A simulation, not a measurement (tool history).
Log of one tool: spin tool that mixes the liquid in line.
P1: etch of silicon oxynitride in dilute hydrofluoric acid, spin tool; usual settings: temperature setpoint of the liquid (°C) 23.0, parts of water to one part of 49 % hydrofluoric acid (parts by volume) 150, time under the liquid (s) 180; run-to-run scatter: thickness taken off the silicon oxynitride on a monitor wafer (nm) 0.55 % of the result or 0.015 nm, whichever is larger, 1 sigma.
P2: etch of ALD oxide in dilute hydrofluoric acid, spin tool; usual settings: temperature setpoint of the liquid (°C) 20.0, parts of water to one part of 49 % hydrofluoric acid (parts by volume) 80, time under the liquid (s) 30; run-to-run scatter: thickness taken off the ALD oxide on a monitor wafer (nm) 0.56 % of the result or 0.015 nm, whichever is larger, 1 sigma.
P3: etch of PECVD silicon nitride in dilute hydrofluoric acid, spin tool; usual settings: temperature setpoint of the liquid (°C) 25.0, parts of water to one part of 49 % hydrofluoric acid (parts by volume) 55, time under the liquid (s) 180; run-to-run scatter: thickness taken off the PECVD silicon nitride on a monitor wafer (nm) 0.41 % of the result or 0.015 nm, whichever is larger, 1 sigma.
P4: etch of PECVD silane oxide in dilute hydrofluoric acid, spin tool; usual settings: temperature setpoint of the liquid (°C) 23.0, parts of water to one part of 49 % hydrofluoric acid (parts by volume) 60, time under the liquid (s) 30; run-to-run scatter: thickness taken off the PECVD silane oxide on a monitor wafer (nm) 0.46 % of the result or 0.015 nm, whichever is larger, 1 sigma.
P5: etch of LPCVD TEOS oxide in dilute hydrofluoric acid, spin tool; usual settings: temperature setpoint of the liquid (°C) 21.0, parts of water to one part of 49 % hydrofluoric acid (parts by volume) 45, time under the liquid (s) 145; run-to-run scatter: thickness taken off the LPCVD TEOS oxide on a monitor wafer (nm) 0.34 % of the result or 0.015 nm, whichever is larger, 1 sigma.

| run | hour | process that ran | temperature setpoint of the liquid (°C) | parts of water to one part of 49 % hydrofluoric acid (parts by volume) | time under the liquid (s) | hours since the thermometer was replaced | hours since the hydrofluoric acid flow meter was replaced | thickness taken off the silicon oxynitride on a monitor wafer (nm) | thickness taken off the ALD oxide on a monitor wafer (nm) | thickness taken off the PECVD silicon nitride on a monitor wafer (nm) | thickness taken off the LPCVD TEOS oxide on a monitor wafer (nm) | thickness taken off the PECVD silane oxide on a monitor wafer (nm) |
|---|---|---|---|---|---|---|---|---|---|---|---|---|
| 1 | 4.0 | P1 | 23.0 | 150 | 180 | 299.1 | 797.3 | 5.36150 |  |  |  |  |
| 2 | 12.1 | P1 | 23.0 | 210 | 180 | 307.2 | 805.4 | 3.67990 |  |  |  |  |
| 3 | 18.3 | P2 | 20.0 | 80 | 30 | 313.4 | 811.6 |  | 6.4825 |  |  |  |
|  | 20.3 | hydrofluoric acid flow meter replaced |
| 4 | 25.2 | P3 | 25.0 | 55 | 180 | 320.3 | 5.0 |  |  | 12.4140 |  |  |
| 5 | 31.3 | P1 | 28.5 | 150 | 90 | 326.4 | 11.1 | 3.47550 |  |  |  |  |
| 6 | 36.1 | P3 | 25.0 | 55 | 330 | 331.2 | 15.9 |  |  | 22.8810 |  |  |
| 7 | 40.4 | P5 | 21.0 | 75 | 145 | 335.5 | 20.2 |  |  |  | 33.237 |  |
| 8 | 47.6 | P1 | 28.5 | 150 | 285 | 342.7 | 27.4 | 10.90500 |  |  |  |  |
| 9 | 53.7 | P1 | 23.0 | 150 | 180 | 348.8 | 33.5 | 5.33950 |  |  |  |  |
| 10 | 60.7 | P4 | 23.0 | 60 | 45 | 355.8 | 40.5 |  |  |  |  | 16.984 |
| 11 | 66.2 | P1 | 23.0 | 150 | 335 | 361.3 | 46.0 | 9.91350 |  |  |  |  |
| 12 | 73.2 | P4 | 30.5 | 60 | 30 | 368.3 | 53.0 |  |  |  |  | 15.155 |
| 13 | 81.5 | P1 | 23.0 | 70 | 180 | 376.6 | 61.3 | 12.25700 |  |  |  |  |
| 14 | 85.6 | P1 | 23.0 | 150 | 180 | 380.7 | 65.4 | 5.35200 |  |  |  |  |
| 15 | 91.6 | P1 | 23.0 | 150 | 180 | 386.7 | 71.4 | 5.34260 |  |  |  |  |
| 16 | 99.0 | P1 | 29.0 | 150 | 180 | 394.1 | 78.8 | 7.06040 |  |  |  |  |
| 17 | 103.3 | P5 | 21.0 | 45 | 145 | 398.4 | 83.1 |  |  |  | 57.787 |  |
| 18 | 107.1 | P5 | 29.5 | 45 | 145 | 402.2 | 86.9 |  |  |  | 82.017 |  |
| 19 | 112.2 | P1 | 17.0 | 150 | 355 | 407.3 | 92.0 | 7.92180 |  |  |  |  |
| 20 | 117.2 | P1 | 23.0 | 150 | 180 | 412.3 | 97.0 | 5.33360 |  |  |  |  |
| 21 | 124.0 | P3 | 17.5 | 55 | 180 | 419.1 | 103.8 |  |  | 7.4264 |  |  |
| 22 | 130.0 | P2 | 20.0 | 80 | 55 | 425.1 | 109.8 |  | 11.8380 |  |  |  |
| 23 | 135.4 | P5 | 21.0 | 45 | 60 | 430.5 | 115.2 |  |  |  | 23.822 |  |
|  | 137.9 | thermometer replaced |
| 24 | 141.5 | P4 | 23.0 | 60 | 30 | 3.7 | 121.3 |  |  |  |  | 11.288 |
| 25 | 148.2 | P2 | 20.0 | 80 | 30 | 10.4 | 128.0 |  | 6.4349 |  |  |  |
| 26 | 152.3 | P2 | 17.0 | 80 | 30 | 14.5 | 132.1 |  | 5.6913 |  |  |  |
| 27 | 156.5 | P3 | 25.0 | 95 | 180 | 18.7 | 136.3 |  |  | 7.2539 |  |  |
| 28 | 161.9 | P2 | 20.0 | 115 | 30 | 24.1 | 141.7 |  | 4.2888 |  |  |  |
| 29 | 169.5 | P1 | 23.0 | 150 | 15 | 31.7 | 149.3 | 0.43745 |  |  |  |  |

Forecast run 30:
| 30 | 177.2 | P1 | 17.0 | 150 | 180 | 39.4 | 157.0 | ? |  |  |  |  |

thickness taken off the silicon oxynitride on a monitor wafer (nm): 4.03140
